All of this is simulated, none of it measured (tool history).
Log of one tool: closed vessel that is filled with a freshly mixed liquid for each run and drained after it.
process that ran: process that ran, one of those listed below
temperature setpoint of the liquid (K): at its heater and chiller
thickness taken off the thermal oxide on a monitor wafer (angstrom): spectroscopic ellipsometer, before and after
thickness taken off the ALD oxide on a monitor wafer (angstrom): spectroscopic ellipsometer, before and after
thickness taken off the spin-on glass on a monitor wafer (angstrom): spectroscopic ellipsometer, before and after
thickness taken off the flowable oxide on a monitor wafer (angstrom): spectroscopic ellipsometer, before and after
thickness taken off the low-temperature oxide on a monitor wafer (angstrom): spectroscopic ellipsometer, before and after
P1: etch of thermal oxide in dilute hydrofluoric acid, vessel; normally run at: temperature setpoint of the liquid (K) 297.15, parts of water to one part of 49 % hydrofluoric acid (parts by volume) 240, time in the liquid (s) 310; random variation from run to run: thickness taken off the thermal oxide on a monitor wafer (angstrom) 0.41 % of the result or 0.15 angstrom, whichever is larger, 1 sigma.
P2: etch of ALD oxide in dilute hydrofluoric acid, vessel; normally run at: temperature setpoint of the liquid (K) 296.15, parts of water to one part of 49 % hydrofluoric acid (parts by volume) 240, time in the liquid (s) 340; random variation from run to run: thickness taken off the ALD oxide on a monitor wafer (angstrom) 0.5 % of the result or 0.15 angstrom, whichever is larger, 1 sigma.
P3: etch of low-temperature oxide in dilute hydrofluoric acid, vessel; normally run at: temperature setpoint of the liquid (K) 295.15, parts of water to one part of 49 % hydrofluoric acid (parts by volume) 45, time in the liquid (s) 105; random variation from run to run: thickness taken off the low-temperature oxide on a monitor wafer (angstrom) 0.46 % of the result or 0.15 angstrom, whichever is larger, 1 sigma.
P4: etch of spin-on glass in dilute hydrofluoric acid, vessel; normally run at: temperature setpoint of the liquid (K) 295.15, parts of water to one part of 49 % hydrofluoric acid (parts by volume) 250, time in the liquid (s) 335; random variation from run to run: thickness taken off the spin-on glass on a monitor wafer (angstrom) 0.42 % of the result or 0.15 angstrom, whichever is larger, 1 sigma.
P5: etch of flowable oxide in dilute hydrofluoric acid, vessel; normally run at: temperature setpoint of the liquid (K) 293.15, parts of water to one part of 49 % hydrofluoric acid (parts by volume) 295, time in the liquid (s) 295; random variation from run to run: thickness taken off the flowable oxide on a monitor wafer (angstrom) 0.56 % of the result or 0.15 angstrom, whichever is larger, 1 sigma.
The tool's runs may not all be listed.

run   hour  process that ran  temperature setpoint of the liquid (K)  parts of water to one part of 49 % hydrofluoric acid (parts by volume)  time in the liquid (s)  hours since the thermometer was replaced  hours since the hydrofluoric acid flow meter was replaced  thickness taken off the thermal oxide on a monitor wafer (angstrom)  thickness taken off the ALD oxide on a monitor wafer (angstrom)  thickness taken off the spin-on glass on a monitor wafer (angstrom)  thickness taken off the flowable oxide on a monitor wafer (angstrom)  thickness taken off the low-temperature oxide on a monitor wafer (angstrom)
  1      4                P1                                  297.15                                                                     240                     310                                     517.1                                                      239.5                                                               50.212
  2    7.2                P2                                  296.15                                                                     240                      95                                     520.3                                                      242.7                                                                                                                                  54.7
  3   11.1                P4                                  295.15                                                                     250                     335                                     524.2                                                      246.6                                                                                                                                                                                                     386.35
  4   14.6                P1                                  297.15                                                                     240                     310                                     527.7                                                      250.1                                                               50.012
  5   17.3                P1                                  297.15                                                                     240                     600                                     530.4                                                      252.8                                                               96.848
  6   20.7                P1                                  297.15                                                                     240                      85                                     533.8                                                      256.2                                                               13.875
  7   23.5                P4                                  295.15                                                                     250                     335                                     536.6                                                        259                                                                                                                                                                                                     388.14
  8   25.5                P4                                  295.15                                                                     250                     640                                     538.6                                                        261                                                                                                                                                                                                     741.69
  9   28.5                P4                                  295.15                                                                      60                     335                                     541.6                                                        264                                                                                                                                                                                                       1980
 10   31.8                P1                                  297.15                                                                     345                     550                                     544.9                                                      267.3                                                               55.681
 11   36.3                P1                                  293.15                                                                     240                     310                                     549.4                                                      271.8                                                               43.111
 12   39.2                P1                                  303.65                                                                     240                     310                                     552.3                                                      274.7                                                               63.404
 13   41.7                P2                                  302.65                                                                     240                     340                                     554.8                                                      277.2                                                                                                                                247.94
 14   46.1                P1                                  297.15                                                                     350                     310                                     559.2                                                      281.6                                                               30.796
 15   48.4                P1                                  297.15                                                                     240                     310                                     561.5                                                      283.9                                                               49.688
 16   51.7                P2                                  296.15                                                                     240                     340                                     564.8                                                      287.2                                                                                                                                197.05
 17   53.9                P5                                  293.15                                                                     295                      55                                       567                                                      289.4                                                                                                                                                                                                                                                                           72.324
 18     56                P1                                  297.15                                                                     240                     310                                     569.1                                                      291.5                                                               50.702
 19   59.2                P3                                  295.15                                                                      25                     105                                     572.3                                                      294.7                                                                                                                                                                                                                                                                                                                                                        918.82
 20   62.9                P1                                  297.15                                                                     240                     310                                       576                                                      298.4                                                               50.116
      64.4  -- thermometer replaced
 21     66                P5                                  293.15                                                                     525                     295                                       1.6                                                      301.5                                                                                                                                                                                                                                                                           180.14
 22   68.6                P1                                  297.15                                                                     240                     310                                       4.2                                                      304.1                                                               49.943
 23   73.1                P3                                  295.15                                                                      45                     105                                       8.7                                                      308.6                                                                                                                                                                                                                                                                                                                                                        498.06
 24   76.1                P2                                  296.15                                                                     105                     340                                      11.7                                                      311.6                                                                                                                                 515.3
 25   78.2                P5                                  293.15                                                                     295                     295                                      13.8                                                      313.7                                                                                                                                                                                                                                                                           386.08
 26   80.9                P5                                  290.15                                                                     295                     295                                      16.5                                                      316.4                                                                                                                                                                                                                                                                           342.96
 27   83.6                P3                                  295.15                                                                      45                     105                                      19.2                                                      319.1                                                                                                                                                                                                                                                                                                                                                        494.82
 28   87.5                P3                                  295.15                                                                      45                     195                                      23.1                                                        323                                                                                                                                                                                                                                                                                                                                                        924.96
 29   90.2                P2                                  296.15                                                                     240                     340                                      25.8                                                      325.7                                                                                                                                 195.8
 30   94.7                P1                                  297.15                                                                      90                     310                                      30.3                                                      330.2                                                               157.96
 31   98.5                P1                                  291.65                                                                      60                     310                                      34.1                                                        334                                                               197.37
 32  101.3                P1                                  297.15                                                                     240                     310                                      36.9                                                      336.8                                                               50.233
 33  104.7                P4                                  291.15                                                                     250                     335                                      40.3                                                      340.2                                                                                                                                                                                                     334.42
 34    109                P1                                  291.65                                                                     240                     175                                      44.6                                                      344.5                                                               22.965
 35  111.3                P3                                  290.15                                                                      45                     105                                      46.9                                                      346.8                                                                                                                                                                                                                                                                                                                                                        402.84
 36  114.8                P1                                  297.15                                                                     240                     310                                      50.4                                                      350.3                                                               50.307
 37  116.9                P1                                  297.15                                                                     240                     310                                      52.5                                                      352.4                                                               51.727
 38  118.9                P1                                  297.15                                                                     240                     310                                      54.5                                                      354.4                                                               53.435
 39  122.4                P1                                  297.15                                                                     240                     310                                        58                                                      357.9                                                               54.059
 40  126.3                P1                                  297.15                                                                     240                     310                                      61.9                                                      361.8                                                               54.651
 41  129.1                P1                                  297.15                                                                     240                     310                                      64.7                                                      364.6                                                                55.03
 42  132.3                P1                                  297.15                                                                     240                     310                                      67.9                                                      367.8                                                               55.224

What P1 gives has crept away from where it was. These 2 causes fit the log equally well, each at the size given:
A: liquid hotter than its thermometer reads (K) = 2.43
B: hydrofluoric acid flow above the setpoint (%) = 7.18
The creep began at about hour 114.8.

4 check runs are offered, one wafer each, their results left as question marks. Which one tells the causes apart?
check 1  135.5                P2                                  302.15                                                                     240                     340                                                                                                                                                                                                                                          ?
check 2  135.5                P4                                  295.15                                                                     250                     615                                                                                                                                                                                                                                                                                                               ?
check 3  135.5                P5                                  290.15                                                                     295                     105                                                                                                                                                                                                                                                                                                                                                                                     ?
check 4  135.5                P3                                  290.15                                                                      45                     105                                                                                                                                                                                                                                                                                                                                                                                                                                                                  ?

What each check would give under each cause:
  check                                                                       result    if A    if B
check 1              thickness taken off the ALD oxide on a monitor wafer (angstrom)  262.61  264.35
check 2          thickness taken off the spin-on glass on a monitor wafer (angstrom)  775.97  774.44
check 3         thickness taken off the flowable oxide on a monitor wafer (angstrom)  134.37  133.71
check 4  thickness taken off the low-temperature oxide on a monitor wafer (angstrom)  449.05  434.72
How far apart the two closest causes lie, in the result that separates them most: check 1 0.66 %; check 2 0.2 %; check 3 0.49 %; check 4 3.24 %
Only check 4 tells the causes apart: in the others they would give nearly the same result.

Check 4 was then run and gave: thickness taken off the low-temperature oxide on a monitor wafer (angstrom) 448.65. Which cause is it?

It is A: liquid hotter than its thermometer reads (K).

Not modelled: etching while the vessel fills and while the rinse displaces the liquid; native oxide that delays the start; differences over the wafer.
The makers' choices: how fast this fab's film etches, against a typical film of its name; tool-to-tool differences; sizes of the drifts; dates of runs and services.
